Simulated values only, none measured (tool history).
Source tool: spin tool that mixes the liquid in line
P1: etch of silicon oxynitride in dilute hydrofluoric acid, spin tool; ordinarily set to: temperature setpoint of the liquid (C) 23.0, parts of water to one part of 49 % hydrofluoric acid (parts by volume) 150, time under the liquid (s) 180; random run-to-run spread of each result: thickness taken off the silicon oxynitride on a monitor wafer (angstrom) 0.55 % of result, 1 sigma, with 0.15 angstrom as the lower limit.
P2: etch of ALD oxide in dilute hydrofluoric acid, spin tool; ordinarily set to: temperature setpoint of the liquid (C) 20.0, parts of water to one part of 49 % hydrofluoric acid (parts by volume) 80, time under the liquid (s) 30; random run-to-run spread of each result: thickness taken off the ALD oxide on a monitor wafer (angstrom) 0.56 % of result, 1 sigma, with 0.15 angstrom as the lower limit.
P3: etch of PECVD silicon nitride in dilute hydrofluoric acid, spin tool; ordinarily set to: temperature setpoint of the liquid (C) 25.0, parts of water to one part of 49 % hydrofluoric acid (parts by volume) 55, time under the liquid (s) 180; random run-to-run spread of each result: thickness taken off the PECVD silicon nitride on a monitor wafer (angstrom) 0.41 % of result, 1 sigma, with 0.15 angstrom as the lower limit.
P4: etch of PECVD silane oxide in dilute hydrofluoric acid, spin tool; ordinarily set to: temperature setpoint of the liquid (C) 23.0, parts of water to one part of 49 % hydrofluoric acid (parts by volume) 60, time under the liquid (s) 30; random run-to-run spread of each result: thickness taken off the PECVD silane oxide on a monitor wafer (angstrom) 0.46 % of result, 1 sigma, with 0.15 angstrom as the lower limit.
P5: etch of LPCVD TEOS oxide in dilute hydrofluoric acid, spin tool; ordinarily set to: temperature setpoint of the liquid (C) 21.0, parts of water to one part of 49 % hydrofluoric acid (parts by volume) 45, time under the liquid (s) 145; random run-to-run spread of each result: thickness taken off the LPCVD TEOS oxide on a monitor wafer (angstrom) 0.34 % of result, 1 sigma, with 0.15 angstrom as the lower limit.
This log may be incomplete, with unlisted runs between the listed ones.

run,day,process that ran,temperature setpoint of the liquid (C),parts of water to one part of 49 % hydrofluoric acid (parts by volume),time under the liquid (s),hours since the thermometer was replaced,hours since the hydrofluoric acid flow meter was replaced,thickness taken off the silicon oxynitride on a monitor wafer (angstrom),thickness taken off the ALD oxide on a monitor wafer (angstrom),thickness taken off the PECVD silicon nitride on a monitor wafer (angstrom),thickness taken off the LPCVD TEOS oxide on a monitor wafer (angstrom),thickness taken off the PECVD silane oxide on a monitor wafer (angstrom)
1,0.167,P1,23.0,150,180,299.1,797.3,53.6150,,,,
2,0.504,P1,23.0,210,180,307.2,805.4,36.7990,,,,
3,0.762,P2,20.0,80,30,313.4,811.6,,64.825,,,
# day 0.846: hydrofluoric acid flow meter replaced
4,1.050,P3,25.0,55,180,320.3,5.0,,,124.140,,
5,1.304,P1,28.5,150,90,326.4,11.1,34.7550,,,,
6,1.504,P3,25.0,55,330,331.2,15.9,,,228.810,,
7,1.683,P5,21.0,75,145,335.5,20.2,,,,332.37,
8,1.983,P1,28.5,150,285,342.7,27.4,109.0500,,,,
9,2.238,P1,23.0,150,180,348.8,33.5,53.3950,,,,
10,2.529,P4,23.0,60,45,355.8,40.5,,,,,169.84
11,2.758,P1,23.0,150,335,361.3,46.0,99.1350,,,,
12,3.050,P4,30.5,60,30,368.3,53.0,,,,,151.55
13,3.396,P1,23.0,70,180,376.6,61.3,122.5700,,,,
14,3.567,P1,23.0,150,180,380.7,65.4,53.5200,,,,
15,3.817,P1,23.0,150,180,386.7,71.4,53.4260,,,,
16,4.125,P1,29.0,150,180,394.1,78.8,70.6040,,,,
17,4.304,P5,21.0,45,145,398.4,83.1,,,,577.87,
18,4.462,P5,29.5,45,145,402.2,86.9,,,,820.17,
19,4.675,P1,17.0,150,355,407.3,92.0,79.2180,,,,
20,4.883,P1,23.0,150,180,412.3,97.0,53.3360,,,,
21,5.167,P3,17.5,55,180,419.1,103.8,,,74.264,,
22,5.417,P2,20.0,80,55,425.1,109.8,,118.380,,,
23,5.642,P5,21.0,45,60,430.5,115.2,,,,238.22,
# day 5.746: thermometer replaced
24,5.896,P4,23.0,60,30,3.7,121.3,,,,,112.88
25,6.175,P2,20.0,80,30,10.4,128.0,,64.349,,,
26,6.346,P2,17.0,80,30,14.5,132.1,,56.913,,,
27,6.521,P3,25.0,95,180,18.7,136.3,,,72.539,,
28,6.746,P2,20.0,115,30,24.1,141.7,,42.888,,,
29,7.062,P1,23.0,150,15,31.7,149.3,4.3745,,,,
30,7.383,P1,17.0,150,180,39.4,157.0,40.3140,,,,
31,7.700,P4,23.0,20,30,47.0,164.6,,,,,358.01
32,8.017,P5,21.0,45,145,54.6,172.2,,,,572.89,
33,8.288,P1,23.0,150,180,61.1,178.7,53.5980,,,,
34,8.629,P1,23.0,150,180,69.3,186.9,55.3160,,,,
35,8.871,P1,23.0,150,180,75.1,192.7,56.0960,,,,
36,9.221,P1,23.0,150,180,83.5,201.1,57.2890,,,,
37,9.438,P1,23.0,150,180,88.7,206.3,57.3850,,,,
38,9.650,P1,23.0,150,180,93.8,211.4,58.0210,,,,
39,9.858,P1,23.0,150,180,98.8,216.4,57.6210,,,,
40,10.104,P1,23.0,150,180,104.7,222.3,57.5170,,,,
41,10.446,P1,23.0,150,180,112.9,230.5,57.7850,,,,

What P1 gives has crept away from where it was. These 2 causes fit the log equally well, each at the size given:
A: liquid hotter than its thermometer reads (K) = 1.56
B: hydrofluoric acid flow above the setpoint (%) = 6.65
Onset of the creep was near day 8.288.

Consider the 4 single-wafer check runs listed below, results given as question marks: which one distinguishes between the causes by giving clearly different results for each?
check 1,10.788,P2,20.0,80,30,,,,?,,,
check 2,10.788,P4,23.0,60,30,,,,,,,?
check 3,10.788,P3,25.0,55,180,,,,,?,,
check 4,10.788,P5,21.0,45,145,,,,,,?,

Expected result of each check under each candidate cause:
check,result,if A,if B
check 1,thickness taken off the ALD oxide on a monitor wafer (angstrom),68.658,69.049
check 2,thickness taken off the PECVD silane oxide on a monitor wafer (angstrom),120.29,120.93
check 3,thickness taken off the PECVD silicon nitride on a monitor wafer (angstrom),138.460,132.990
check 4,thickness taken off the LPCVD TEOS oxide on a monitor wafer (angstrom),614.61,616.07
Distance between the nearest two causes, measured in the result of the check that separates them most: check 1 0.57 %; check 2 0.53 %; check 3 4.03 %; check 4 0.24 %
The other checks would show nearly matching results whichever cause is true, so check 3 is the only one that separates the causes.

Then check 3 was run and gave: thickness taken off the PECVD silicon nitride on a monitor wafer (angstrom) 138.260. Which cause is it?

The correct cause is A, namely: liquid hotter than its thermometer reads (K).
